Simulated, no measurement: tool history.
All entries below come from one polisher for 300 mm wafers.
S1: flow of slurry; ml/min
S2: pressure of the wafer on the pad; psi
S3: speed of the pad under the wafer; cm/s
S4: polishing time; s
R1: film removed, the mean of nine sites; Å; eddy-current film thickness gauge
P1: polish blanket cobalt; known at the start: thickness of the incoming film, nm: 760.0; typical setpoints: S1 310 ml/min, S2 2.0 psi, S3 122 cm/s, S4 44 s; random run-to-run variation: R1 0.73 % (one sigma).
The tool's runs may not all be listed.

run,hour,S1,S2,S3,S4,R1
1,16.1,310,2.0,122,44,2361.8
2,31.6,310,3.2,122,44,3831.5
3,45.7,310,2.0,122,44,2371.6
4,57.1,310,2.0,122,20,1066.4
5,70.1,415,2.0,176,44,3529.7
6,81.4,310,2.0,122,44,2336.9
7,89.3,310,2.0,122,61,3272.0
8,99.5,310,2.0,190,44,3657.8
9,113.7,470,2.0,122,44,2437.3
10,129.1,310,2.0,122,44,2350.0
11,146.2,310,2.0,122,44,2349.4
12,159.8,310,2.0,122,44,2363.1
13,173.2,310,2.0,54,44,1048.6
14,185.7,310,2.0,122,44,2359.8
15,196.1,310,0.9,122,44,1073.1
16,205.5,185,2.0,122,44,2235.1
17,215.3,310,2.0,122,44,2358.2
18,226.4,310,2.0,122,44,2320.7
19,239.6,310,2.0,122,44,2314.8
20,250.5,310,2.0,122,44,2314.6
# hour 255.6: head pressure recalibrated
21,259.3,310,2.0,122,44,2292.4
22,269.1,310,2.0,122,44,2284.5
23,280.5,310,2.0,122,44,2292.8
24,289.7,310,2.0,122,44,2280.3
25,298.1,310,2.0,122,44,2265.6
26,306.4,310,2.0,122,44,2267.3
27,322.0,310,2.0,122,44,2291.3

P1 no longer gives what it gave before; its output has crept away from where it was. The following 2 causes, each at its listed size, fit the log equally well:
A: removal rate lost through wear of the pad, % = 4.1
B: slurry flow missing at the pad, % = 32.7
The onset of the drift is placed at about hour 215.3.
What rules out each remaining cause:
head's pressure below its setpoint, %: serviced at hour 255.6, which brought nothing back

Each of the check runs listed below is run on 5 wafers and reports their average, with the results left as question marks. Pick the one under which the possible causes would lead to clearly different results.
check 1,337.6,310,1.0,122,27,?
check 2,337.6,185,1.4,122,44,?
check 3,337.6,310,1.3,166,44,?
check 4,337.6,310,3.1,122,34,?

What each check would give under each cause:
check,result,if A,if B
check 1,R1,699.01,699.02
check 2,R1,1504.90,1466.20
check 3,R1,2014.90,2015.00
check 4,R1,2728.70,2728.80
Separation of the two closest causes in each check, using whichever result separates them best: check 1 0 %; check 2 2.61 %; check 3 0 %; check 4 0 %
The causes can be told apart only by check 2. The other checks would give nearly the same results under each of them.

Running check 2 produced the following: R1 1499.30 Å. Which one of the listed causes fits?

The correct cause is A, namely: removal rate lost through wear of the pad, %.
